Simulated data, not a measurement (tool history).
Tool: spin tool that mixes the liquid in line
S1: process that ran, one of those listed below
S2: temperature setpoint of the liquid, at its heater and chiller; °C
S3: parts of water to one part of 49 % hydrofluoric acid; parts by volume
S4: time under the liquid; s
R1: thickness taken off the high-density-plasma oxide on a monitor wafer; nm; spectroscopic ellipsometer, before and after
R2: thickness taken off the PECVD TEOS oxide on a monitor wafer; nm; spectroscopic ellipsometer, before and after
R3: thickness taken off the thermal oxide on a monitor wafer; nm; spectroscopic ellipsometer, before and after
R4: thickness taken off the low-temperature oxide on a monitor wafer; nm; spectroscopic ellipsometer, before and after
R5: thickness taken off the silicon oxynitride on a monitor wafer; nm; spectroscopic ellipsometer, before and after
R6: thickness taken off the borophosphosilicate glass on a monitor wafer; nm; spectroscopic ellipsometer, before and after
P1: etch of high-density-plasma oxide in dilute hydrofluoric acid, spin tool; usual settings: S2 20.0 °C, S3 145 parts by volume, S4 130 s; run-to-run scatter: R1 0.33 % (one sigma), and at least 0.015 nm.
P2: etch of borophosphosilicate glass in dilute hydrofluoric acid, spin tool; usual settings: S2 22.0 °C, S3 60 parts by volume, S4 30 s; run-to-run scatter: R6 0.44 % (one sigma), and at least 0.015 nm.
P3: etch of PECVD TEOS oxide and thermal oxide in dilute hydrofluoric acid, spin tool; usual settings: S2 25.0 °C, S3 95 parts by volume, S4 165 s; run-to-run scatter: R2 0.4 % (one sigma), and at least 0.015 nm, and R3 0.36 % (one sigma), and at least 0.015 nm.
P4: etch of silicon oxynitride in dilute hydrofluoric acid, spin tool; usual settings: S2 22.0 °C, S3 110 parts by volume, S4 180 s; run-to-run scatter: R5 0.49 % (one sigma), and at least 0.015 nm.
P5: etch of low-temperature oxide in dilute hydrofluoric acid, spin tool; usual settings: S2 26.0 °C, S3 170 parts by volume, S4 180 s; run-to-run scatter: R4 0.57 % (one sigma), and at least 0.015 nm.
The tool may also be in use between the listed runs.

| run | hour | S1 | S2 | S3 | S4 | R1 | R2 | R3 | R4 | R5 | R6 |
|---|---|---|---|---|---|---|---|---|---|---|---|
| 1 | 4.7 | P1 | 20.0 | 145 | 130 | 6.89180 |  |  |  |  |  |
| 2 | 9.4 | P1 | 20.0 | 145 | 130 | 6.93030 |  |  |  |  |  |
| 3 | 15.5 | P3 | 25.0 | 95 | 165 |  | 15.5930 | 8.8780 |  |  |  |
| 4 | 25.2 | P1 | 20.0 | 95 | 130 | 11.08000 |  |  |  |  |  |
| 5 | 29.8 | P5 | 26.0 | 170 | 15 |  |  |  | 3.0042 |  |  |
| 6 | 34.4 | P4 | 22.0 | 110 | 180 |  |  |  |  | 5.5671 |  |
| 7 | 40.4 | P1 | 20.0 | 145 | 40 | 2.15790 |  |  |  |  |  |
| 8 | 46.3 | P3 | 32.0 | 95 | 165 |  | 20.4450 | 11.6550 |  |  |  |
| 9 | 50.8 | P2 | 22.0 | 100 | 30 |  |  |  |  |  | 8.7703 |
| 10 | 57.4 | P3 | 25.0 | 95 | 165 |  | 15.6780 | 8.9016 |  |  |  |
| 11 | 65.7 | P3 | 25.0 | 20 | 165 |  | 82.5070 | 46.6930 |  |  |  |
| 12 | 73.0 | P3 | 25.0 | 95 | 30 |  | 2.8624 | 1.6196 |  |  |  |
| 13 | 77.7 | P1 | 20.0 | 195 | 15 | 0.58120 |  |  |  |  |  |
| 14 | 82.6 | P1 | 20.0 | 145 | 220 | 11.69300 |  |  |  |  |  |
| 15 | 92.2 | P5 | 18.5 | 170 | 180 |  |  |  | 27.2440 |  |  |
| 16 | 96.8 | P1 | 20.0 | 250 | 15 | 0.39628 |  |  |  |  |  |
| 17 | 102.9 | P2 | 17.0 | 60 | 30 |  |  |  |  |  | 12.4130 |
| 18 | 112.5 | P5 | 26.0 | 170 | 180 |  |  |  | 36.4390 |  |  |
| 19 | 119.7 | P1 | 20.0 | 145 | 130 | 6.91470 |  |  |  |  |  |
| 20 | 129.3 | P2 | 22.0 | 60 | 30 |  |  |  |  |  | 15.3700 |
| 21 | 138.5 | P1 | 26.0 | 145 | 130 | 8.72370 |  |  |  |  |  |
| 22 | 148.3 | P2 | 22.0 | 60 | 30 |  |  |  |  |  | 15.3770 |
| 23 | 155.6 | P1 | 17.0 | 145 | 130 | 6.09080 |  |  |  |  |  |
| 24 | 161.3 | P1 | 20.0 | 145 | 130 | 6.93650 |  |  |  |  |  |
| 25 | 170.3 | P4 | 22.0 | 110 | 340 |  |  |  |  | 10.5380 |  |
| 26 | 176.0 | P1 | 17.0 | 90 | 130 | 10.40200 |  |  |  |  |  |
| 27 | 180.7 | P4 | 22.0 | 25 | 180 |  |  |  |  | 26.4300 |  |
| 28 | 186.8 | P4 | 22.0 | 110 | 180 |  |  |  |  | 5.5847 |  |
| 29 | 194.0 | P1 | 20.0 | 255 | 130 | 3.49450 |  |  |  |  |  |
|  | 196.7 | hydrofluoric acid flow meter replaced |
| 30 | 200.9 | P1 | 20.0 | 145 | 130 | 6.89790 |  |  |  |  |  |
| 31 | 206.9 | P4 | 17.0 | 110 | 180 |  |  |  |  | 4.4212 |  |
| 32 | 213.1 | P1 | 20.0 | 145 | 130 | 6.86960 |  |  |  |  |  |
| 33 | 222.8 | P5 | 26.0 | 270 | 180 |  |  |  | 20.3330 |  |  |
| 34 | 228.7 | P2 | 22.0 | 60 | 60 |  |  |  |  |  | 30.4150 |
| 35 | 235.5 | P1 | 20.0 | 145 | 130 | 6.82840 |  |  |  |  |  |
| 36 | 243.0 | P1 | 20.0 | 145 | 130 | 7.21720 |  |  |  |  |  |
| 37 | 253.1 | P1 | 20.0 | 145 | 130 | 7.38890 |  |  |  |  |  |
| 38 | 260.6 | P1 | 20.0 | 145 | 130 | 7.42420 |  |  |  |  |  |
| 39 | 270.5 | P1 | 20.0 | 145 | 130 | 7.53500 |  |  |  |  |  |
| 40 | 275.3 | P1 | 20.0 | 145 | 130 | 7.54320 |  |  |  |  |  |
| 41 | 282.9 | P1 | 20.0 | 145 | 130 | 7.49800 |  |  |  |  |  |
| 42 | 288.9 | P1 | 20.0 | 145 | 130 | 7.48430 |  |  |  |  |  |

What P1 gives has crept away from where it was. These 2 causes fit the log equally well, each at the size given:
A: hydrofluoric acid flow above the setpoint (%) = 7.75
B: liquid hotter than its thermometer reads (K) = 2.17
The creep began at about hour 235.5.

4 check runs are offered, each on 2 wafers whose results are averaged, their results left as question marks. Which one tells the causes apart?
| check 1 | 294.9 | P3 | 31.5 | 50 | 165 |  | ? | ? |  |  |  |
| check 2 | 294.9 | P2 | 22.0 | 95 | 30 |  |  |  |  |  | ? |
| check 3 | 294.9 | P4 | 22.0 | 30 | 180 |  |  |  |  | ? |  |
| check 4 | 294.9 | P5 | 19.0 | 170 | 25 |  |  |  | ? |  |  |

What each check would give under each cause:
| check | result | if A | if B |
|---|---|---|---|
| check 1 | R2 | 44.4000 | 44.5300 |
| check 1 | R3 | 25.1370 | 25.2110 |
| check 2 | R6 | 10.0780 | 10.1220 |
| check 3 | R5 | 23.5000 | 24.2690 |
| check 4 | R4 | 4.2224 | 4.2155 |
How far apart the two closest causes lie, in the result that separates them most: check 1 0.29 %; check 2 0.43 %; check 3 3.22 %; check 4 0.16 %
Check 3 tells the causes apart: in the others they would give nearly the same result.

Check 3 was then run and gave: R5 24.3740 nm. Which cause is it?

It is B: liquid hotter than its thermometer reads (K).
